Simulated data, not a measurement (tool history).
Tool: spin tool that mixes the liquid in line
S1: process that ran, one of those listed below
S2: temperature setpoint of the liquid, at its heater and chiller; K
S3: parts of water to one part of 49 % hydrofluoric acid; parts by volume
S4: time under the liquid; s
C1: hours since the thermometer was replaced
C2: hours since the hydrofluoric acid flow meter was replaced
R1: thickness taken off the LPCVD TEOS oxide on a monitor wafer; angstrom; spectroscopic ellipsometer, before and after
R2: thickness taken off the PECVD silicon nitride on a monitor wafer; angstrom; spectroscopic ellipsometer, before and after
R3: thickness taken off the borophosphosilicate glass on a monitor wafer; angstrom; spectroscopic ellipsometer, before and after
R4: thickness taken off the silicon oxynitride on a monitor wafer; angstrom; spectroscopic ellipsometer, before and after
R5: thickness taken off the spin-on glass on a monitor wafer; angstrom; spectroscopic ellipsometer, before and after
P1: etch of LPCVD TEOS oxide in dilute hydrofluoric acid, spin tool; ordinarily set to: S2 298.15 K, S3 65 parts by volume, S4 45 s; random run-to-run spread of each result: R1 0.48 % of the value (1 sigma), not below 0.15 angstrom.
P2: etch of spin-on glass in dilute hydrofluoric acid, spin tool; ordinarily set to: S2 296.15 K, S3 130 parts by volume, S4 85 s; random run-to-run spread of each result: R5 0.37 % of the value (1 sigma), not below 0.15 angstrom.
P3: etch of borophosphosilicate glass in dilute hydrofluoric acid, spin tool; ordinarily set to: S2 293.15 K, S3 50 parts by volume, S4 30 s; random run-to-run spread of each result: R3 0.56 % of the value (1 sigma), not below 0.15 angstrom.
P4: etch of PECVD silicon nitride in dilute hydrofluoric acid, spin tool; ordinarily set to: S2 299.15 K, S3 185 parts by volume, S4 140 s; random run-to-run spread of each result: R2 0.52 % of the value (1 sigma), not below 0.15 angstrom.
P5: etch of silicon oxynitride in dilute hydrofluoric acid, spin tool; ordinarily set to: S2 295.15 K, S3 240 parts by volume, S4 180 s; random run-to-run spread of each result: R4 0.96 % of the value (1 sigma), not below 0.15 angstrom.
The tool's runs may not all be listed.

{"run": 1, "hour": 6.0, "S1": "P1", "S2": 298.15, "S3": 65, "S4": 45, "C1": 492.3, "C2": 85.9, "R1": 338.78}
{"run": 2, "hour": 12.6, "S1": "P1", "S2": 298.15, "S3": 65, "S4": 45, "C1": 498.9, "C2": 92.5, "R1": 336.99}
{"run": 3, "hour": 19.2, "S1": "P4", "S2": 306.15, "S3": 185, "S4": 140, "C1": 505.5, "C2": 99.1, "R2": 76.312}
{"run": 4, "hour": 24.1, "S1": "P3", "S2": 298.65, "S3": 50, "S4": 30, "C1": 510.4, "C2": 104.0, "R3": 570.14}
{"run": 5, "hour": 30.7, "S1": "P5", "S2": 295.15, "S3": 240, "S4": 180, "C1": 517.0, "C2": 110.6, "R4": 27.969}
{"run": 6, "hour": 36.4, "S1": "P5", "S2": 290.15, "S3": 240, "S4": 180, "C1": 522.7, "C2": 116.3, "R4": 22.546}
{"run": 7, "hour": 43.3, "S1": "P2", "S2": 296.15, "S3": 60, "S4": 85, "C1": 529.6, "C2": 123.2, "R5": 811.64}
{"run": 8, "hour": 48.4, "S1": "P1", "S2": 298.15, "S3": 95, "S4": 80, "C1": 534.7, "C2": 128.3, "R1": 393.08}
{"run": 9, "hour": 56.9, "S1": "P2", "S2": 296.15, "S3": 130, "S4": 165, "C1": 543.2, "C2": 136.8, "R5": 667.68}
{"run": 10, "hour": 61.3, "S1": "P1", "S2": 301.65, "S3": 30, "S4": 45, "C1": 547.6, "C2": 141.2, "R1": 887.63}
{"run": 11, "hour": 67.9, "S1": "P1", "S2": 298.15, "S3": 20, "S4": 45, "C1": 554.2, "C2": 147.8, "R1": 1164.8}
{"run": 12, "hour": 71.9, "S1": "P1", "S2": 298.15, "S3": 65, "S4": 25, "C1": 558.2, "C2": 151.8, "R1": 186.69}
{"run": 13, "hour": 80.6, "S1": "P2", "S2": 296.15, "S3": 130, "S4": 85, "C1": 566.9, "C2": 160.5, "R5": 343.22}
{"run": 14, "hour": 86.3, "S1": "P3", "S2": 293.15, "S3": 50, "S4": 30, "C1": 572.6, "C2": 166.2, "R3": 453.96}
{"run": 15, "hour": 91.0, "S1": "P2", "S2": 296.15, "S3": 130, "S4": 85, "C1": 577.3, "C2": 170.9, "R5": 342.2}
{"run": 16, "hour": 99.2, "S1": "P3", "S2": 293.15, "S3": 50, "S4": 50, "C1": 585.5, "C2": 179.1, "R3": 763.42}
{"run": 17, "hour": 106.2, "S1": "P1", "S2": 298.15, "S3": 65, "S4": 75, "C1": 592.5, "C2": 186.1, "R1": 563.15}
{"run": 18, "hour": 114.0, "S1": "P4", "S2": 299.15, "S3": 185, "S4": 140, "C1": 600.3, "C2": 193.9, "R2": 49.654}
{"run": 19, "hour": 121.2, "S1": "P4", "S2": 299.15, "S3": 185, "S4": 50, "C1": 607.5, "C2": 201.1, "R2": 17.913}
{"run": 20, "hour": 125.4, "S1": "P1", "S2": 298.15, "S3": 40, "S4": 20, "C1": 611.7, "C2": 205.3, "R1": 251.52}
{"run": 21, "hour": 132.0, "S1": "P1", "S2": 298.15, "S3": 65, "S4": 45, "C1": 618.3, "C2": 211.9, "R1": 335.89}
{"hour": 135.9, "done": "thermometer replaced"}
{"run": 22, "hour": 136.8, "S1": "P4", "S2": 299.15, "S3": 60, "S4": 140, "C1": 1.0, "C2": 216.7, "R2": 152.7}
{"run": 23, "hour": 143.0, "S1": "P1", "S2": 302.15, "S3": 65, "S4": 45, "C1": 7.2, "C2": 222.9, "R1": 396.98}
{"run": 24, "hour": 147.4, "S1": "P5", "S2": 295.15, "S3": 240, "S4": 180, "C1": 11.6, "C2": 227.3, "R4": 28.616}
{"run": 25, "hour": 153.9, "S1": "P3", "S2": 293.15, "S3": 50, "S4": 30, "C1": 18.1, "C2": 233.8, "R3": 454.27}
{"run": 26, "hour": 160.3, "S1": "P1", "S2": 293.15, "S3": 65, "S4": 45, "C1": 24.5, "C2": 240.2, "R1": 275.19}
{"run": 27, "hour": 164.9, "S1": "P3", "S2": 293.15, "S3": 20, "S4": 30, "C1": 29.1, "C2": 244.8, "R3": 1186.0}
{"run": 28, "hour": 169.0, "S1": "P1", "S2": 298.15, "S3": 90, "S4": 45, "C1": 33.2, "C2": 248.9, "R1": 237.92}
{"run": 29, "hour": 173.2, "S1": "P5", "S2": 295.15, "S3": 365, "S4": 180, "C1": 37.4, "C2": 253.1, "R4": 17.156}
{"run": 30, "hour": 178.9, "S1": "P5", "S2": 295.15, "S3": 240, "S4": 15, "C1": 43.1, "C2": 258.8, "R4": 2.4075}
{"run": 31, "hour": 185.1, "S1": "P1", "S2": 298.15, "S3": 65, "S4": 45, "C1": 49.3, "C2": 265.0, "R1": 337.41}
{"run": 32, "hour": 193.0, "S1": "P2", "S2": 292.15, "S3": 130, "S4": 85, "C1": 57.2, "C2": 272.9, "R5": 291.86}
{"run": 33, "hour": 197.7, "S1": "P1", "S2": 298.15, "S3": 65, "S4": 45, "C1": 61.9, "C2": 277.6, "R1": 337.57}
{"run": 34, "hour": 202.6, "S1": "P1", "S2": 298.15, "S3": 65, "S4": 45, "C1": 66.8, "C2": 282.5, "R1": 330.41}
{"run": 35, "hour": 208.2, "S1": "P1", "S2": 298.15, "S3": 65, "S4": 45, "C1": 72.4, "C2": 288.1, "R1": 326.14}
{"run": 36, "hour": 212.2, "S1": "P1", "S2": 298.15, "S3": 65, "S4": 45, "C1": 76.4, "C2": 292.1, "R1": 323.71}
{"run": 37, "hour": 217.8, "S1": "P1", "S2": 298.15, "S3": 65, "S4": 45, "C1": 82.0, "C2": 297.7, "R1": 322.56}
{"run": 38, "hour": 223.2, "S1": "P1", "S2": 298.15, "S3": 65, "S4": 45, "C1": 87.4, "C2": 303.1, "R1": 316.25}
{"run": 39, "hour": 229.6, "S1": "P1", "S2": 298.15, "S3": 65, "S4": 45, "C1": 93.8, "C2": 309.5, "R1": 317.08}

Run 40 has not been measured yet. What should we expect?
{"run": 40, "hour": 237.3, "S1": "P1", "S2": 298.15, "S3": 65, "S4": 45, "C1": 101.5, "C2": 317.2, "R1": "?"}

R1: 316.50 angstrom
